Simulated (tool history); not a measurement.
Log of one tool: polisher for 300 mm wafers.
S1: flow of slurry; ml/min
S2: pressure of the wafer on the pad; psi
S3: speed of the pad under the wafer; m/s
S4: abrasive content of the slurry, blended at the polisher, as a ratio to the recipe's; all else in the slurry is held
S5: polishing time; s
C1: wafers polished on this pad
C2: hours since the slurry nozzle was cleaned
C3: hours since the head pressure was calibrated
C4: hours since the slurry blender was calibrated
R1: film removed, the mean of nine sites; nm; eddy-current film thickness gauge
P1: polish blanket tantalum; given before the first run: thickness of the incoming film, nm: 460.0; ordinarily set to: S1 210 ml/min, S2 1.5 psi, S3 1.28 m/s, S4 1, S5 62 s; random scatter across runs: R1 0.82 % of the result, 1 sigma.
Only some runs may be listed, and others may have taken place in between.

| run | day | S1 | S2 | S3 | S4 | S5 | C1 | C2 | C3 | C4 | R1 |
|---|---|---|---|---|---|---|---|---|---|---|---|
| 1 | 0.162 | 210 | 1.5 | 1.28 | 1 | 62 | 438 | 183.5 | 288.1 | 83.7 | 89.69 |
| 2 | 0.3 | 210 | 1.5 | 1.28 | 1 | 62 | 460 | 186.8 | 291.4 | 87 | 89.097 |
| 3 | 0.533 | 210 | 1.5 | 1.28 | 1.35 | 62 | 497 | 192.4 | 297 | 92.6 | 95.807 |
| 4 | 0.683 | 125 | 1.5 | 1.28 | 1 | 62 | 521 | 196 | 300.6 | 96.2 | 81.394 |
| 5 | 0.879 | 210 | 1.5 | 1.28 | 1 | 62 | 553 | 200.7 | 305.3 | 100.9 | 89.422 |
|  | 1.029 | slurry nozzle cleaned |
| 6 | 1.033 | 210 | 1.5 | 1.28 | 1 | 94 | 577 | 0.1 | 309 | 104.6 | 133.26 |
| 7 | 1.162 | 210 | 1.5 | 1.94 | 1 | 62 | 598 | 3.2 | 312.1 | 107.7 | 134.5 |
| 8 | 1.283 | 210 | 1.5 | 1.28 | 1 | 62 | 617 | 6.1 | 315 | 110.6 | 88.589 |
| 9 | 1.425 | 210 | 1.5 | 1.28 | 1 | 62 | 640 | 9.5 | 318.4 | 114 | 88.833 |
| 10 | 1.642 | 330 | 1.5 | 1.28 | 1 | 62 | 675 | 14.7 | 323.6 | 119.2 | 92.471 |
| 11 | 1.792 | 210 | 1.5 | 1.28 | 1 | 62 | 699 | 18.3 | 327.2 | 122.8 | 87.716 |
| 12 | 1.983 | 210 | 1.5 | 1.28 | 1 | 37 | 730 | 22.9 | 331.8 | 127.4 | 53.002 |
|  | 2.054 | slurry blender recalibrated |
| 13 | 2.179 | 210 | 1.5 | 1.28 | 1 | 62 | 761 | 27.6 | 336.5 | 3.1 | 88.768 |
| 14 | 2.338 | 210 | 1.1 | 1.28 | 1 | 62 | 786 | 31.4 | 340.3 | 6.9 | 65.303 |
| 15 | 2.496 | 210 | 2 | 1.28 | 1 | 62 | 812 | 35.2 | 344.1 | 10.7 | 117.8 |
| 16 | 2.658 | 210 | 1.5 | 0.66 | 1 | 62 | 838 | 39.1 | 348 | 14.6 | 46.696 |
| 17 | 2.833 | 210 | 1.5 | 1.28 | 0.55 | 62 | 866 | 43.3 | 352.2 | 18.8 | 72.928 |
| 18 | 2.979 | 125 | 2 | 1.28 | 1 | 62 | 889 | 46.8 | 355.7 | 22.3 | 110.12 |
| 19 | 3.104 | 210 | 1.5 | 0.92 | 1.4 | 62 | 909 | 49.8 | 358.7 | 25.3 | 69.081 |
| 20 | 3.317 | 210 | 1.5 | 1.28 | 1 | 62 | 943 | 54.9 | 363.8 | 30.4 | 88.688 |
| 21 | 3.55 | 210 | 1.5 | 1.28 | 1 | 62 | 980 | 60.5 | 369.4 | 36 | 85.632 |
| 22 | 3.767 | 210 | 1.5 | 1.28 | 1 | 62 | 1015 | 65.7 | 374.6 | 41.2 | 83.423 |
|  | 3.829 | slurry blender recalibrated |
| 23 | 3.892 | 210 | 1.5 | 1.28 | 1 | 62 | 1035 | 68.7 | 377.6 | 1.5 | 83.801 |
|  | 4.004 | head pressure recalibrated |
| 24 | 4.05 | 210 | 1.5 | 1.28 | 1 | 62 | 1060 | 72.5 | 1.2 | 5.3 | 82.92 |
| 25 | 4.167 | 210 | 1.5 | 1.28 | 1 | 62 | 1079 | 75.3 | 4 | 8.1 | 80.49 |
| 26 | 4.275 | 210 | 1.5 | 1.28 | 1 | 62 | 1097 | 77.9 | 6.6 | 10.7 | 81.9 |

Compared with where it was, what P1 gives has crept away. Each cause listed below fits the log as well as the rest, at the size given for it:
A: slurry flow missing at the pad, % = 38.4
B: removal rate lost through wear of the pad, % = 7.44
Onset of the creep was near day 3.317.
Excluded causes, each with its reason:
head's pressure below its setpoint, %: serviced at day 4.004, which brought nothing back
abrasive missing from the slurry, %: serviced at day 3.829, which brought nothing back

Below are 4 check runs, each averaged over 2 wafers, with their results shown as question marks. Which of them would give clearly different results depending on which cause is behind the drift?
| check 1 | 4.383 | 210 | 1.5 | 1.28 | 0.75 | 62 |  |  |  |  | ? |
| check 2 | 4.383 | 210 | 1.5 | 1.28 | 0.8 | 86 |  |  |  |  | ? |
| check 3 | 4.383 | 210 | 1.5 | 1.28 | 0.8 | 62 |  |  |  |  | ? |
| check 4 | 4.383 | 125 | 1.9 | 1.28 | 1 | 62 |  |  |  |  | ? |

Expected result of each check under each candidate cause:
| check | result | if A | if B |
|---|---|---|---|
| check 1 | R1 | 75.098 | 75.096 |
| check 2 | R1 | 106.48 | 106.48 |
| check 3 | R1 | 76.767 | 76.765 |
| check 4 | R1 | 91.451 | 95.77 |
Per check, the gap between the least separated pair of causes, taken in the result that splits them most: check 1 0 %; check 2 0 %; check 3 0 %; check 4 4.61 %
Of the check runs offered, only check 4 discriminates between the causes; the rest would read about the same regardless of which cause applies.

Here is what check 4 returned: R1 90.915 nm. Which cause is it?

The correct cause is A, namely: slurry flow missing at the pad, %.
